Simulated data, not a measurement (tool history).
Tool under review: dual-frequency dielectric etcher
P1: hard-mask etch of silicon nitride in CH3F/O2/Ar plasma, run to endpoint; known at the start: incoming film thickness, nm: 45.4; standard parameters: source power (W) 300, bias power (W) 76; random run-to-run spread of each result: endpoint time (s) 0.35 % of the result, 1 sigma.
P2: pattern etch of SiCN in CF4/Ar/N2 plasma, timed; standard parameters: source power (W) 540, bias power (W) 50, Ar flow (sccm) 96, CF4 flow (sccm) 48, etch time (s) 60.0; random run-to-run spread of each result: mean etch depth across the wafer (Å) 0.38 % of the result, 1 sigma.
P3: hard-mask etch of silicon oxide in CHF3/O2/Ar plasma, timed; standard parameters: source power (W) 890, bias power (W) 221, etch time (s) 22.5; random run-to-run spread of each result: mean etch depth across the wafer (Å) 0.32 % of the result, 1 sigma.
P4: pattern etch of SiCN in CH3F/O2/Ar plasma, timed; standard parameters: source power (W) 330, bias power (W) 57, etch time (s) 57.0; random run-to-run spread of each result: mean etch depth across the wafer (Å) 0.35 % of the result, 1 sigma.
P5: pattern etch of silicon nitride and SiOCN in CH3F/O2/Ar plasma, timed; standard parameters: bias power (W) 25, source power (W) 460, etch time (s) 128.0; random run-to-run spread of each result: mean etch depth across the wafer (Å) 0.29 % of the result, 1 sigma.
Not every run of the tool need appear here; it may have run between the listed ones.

run	hour	process that ran	source power (W)	bias power (W)	etch time (s)	Ar flow (sccm)	CF4 flow (sccm)	hours since the last wet clean	hours since the last source power generator calibration	hours since the last bias power generator calibration	endpoint time (s)	mean etch depth across the wafer (Å)
1	5.4	P1	300	76				130.0	860.6	602.0	68.487	
2	13.6	P1	230	76				138.2	868.8	610.2	75.497	
3	21.5	P1	190	60				146.1	876.7	618.1	88.355	
4	27.7	P1	420	76				152.3	882.9	624.3	60.306	
5	37.3	P1	300	76				161.9	892.5	633.9	68.220	
6	45.4	P4	330	57	57.0			170.0	900.6	642.0		186.98
7	55.2	P4	330	34	57.0			179.8	910.4	651.8		159.08
# hour 63.3: bias power generator calibrated
8	64.7	P2	540	66	60.0	96	48	189.3	919.9	1.5		549.66
9	72.7	P2	540	50	60.0	96	48	197.3	927.9	9.5		497.16
10	79.7	P2	700	50	60.0	96	48	204.3	934.9	16.5		629.49
11	90.8	P2	540	50	60.0	118	48	215.4	946.0	27.6		479.44
12	98.0	P1	300	96				222.6	953.2	34.8	62.871	
13	108.8	P3	890	221	29.0			233.4	964.0	45.6		709.49
14	114.8	P2	540	50	88.0	96	48	239.4	970.0	51.6		728.68
15	122.0	P3	1220	221	22.5			246.6	977.2	58.8		621.56
16	129.0	P5	340	25	128.0			253.6	984.2	65.8		174.24
17	136.9	P5	460	25	128.0			261.5	992.1	73.7		193.10
18	142.7	P5	460	15	128.0			267.3	997.9	79.5		156.24
19	154.3	P1	300	76				278.9	1009.5	91.1	68.942	
20	161.8	P4	330	57	33.0			286.4	1017.0	98.6		108.61
21	167.1	P4	260	57	57.0			291.7	1022.3	103.9		171.60
22	175.8	P5	460	25	188.0			300.4	1031.0	112.6		283.30
23	185.3	P1	300	52				309.9	1040.5	122.1	77.470	
24	194.5	P3	890	221	22.5			319.1	1049.7	131.3		550.33
25	204.8	P3	890	272	22.5			329.4	1060.0	141.6		587.17
26	213.1	P1	300	76				337.7	1068.3	149.9	68.240	
27	223.0	P2	540	50	60.0	96	68	347.6	1078.2	159.8		533.56
28	229.3	P1	300	76				353.9	1084.5	166.1	68.186	
29	236.8	P1	300	76				361.4	1092.0	173.6	68.616	
30	245.8	P1	300	76				370.4	1101.0	182.6	67.783	
31	257.5	P1	300	76				382.1	1112.7	194.3	67.293	
32	264.2	P1	300	76				388.8	1119.4	201.0	67.906	
33	275.7	P1	300	76				400.3	1130.9	212.5	67.502	
# hour 283.4: wet clean of the chamber
34	287.2	P1	300	76				3.9	1142.4	224.0	67.222	
35	295.8	P1	300	76				12.5	1151.0	232.6	67.535	
36	303.6	P1	300	76				20.3	1158.8	240.4	67.051	
37	312.1	P1	300	76				28.8	1167.3	248.9	67.332	

What will run 38 give?
38	317.5	P1	300	76				34.2	1172.7	254.3	?	

endpoint time (s): 67.536

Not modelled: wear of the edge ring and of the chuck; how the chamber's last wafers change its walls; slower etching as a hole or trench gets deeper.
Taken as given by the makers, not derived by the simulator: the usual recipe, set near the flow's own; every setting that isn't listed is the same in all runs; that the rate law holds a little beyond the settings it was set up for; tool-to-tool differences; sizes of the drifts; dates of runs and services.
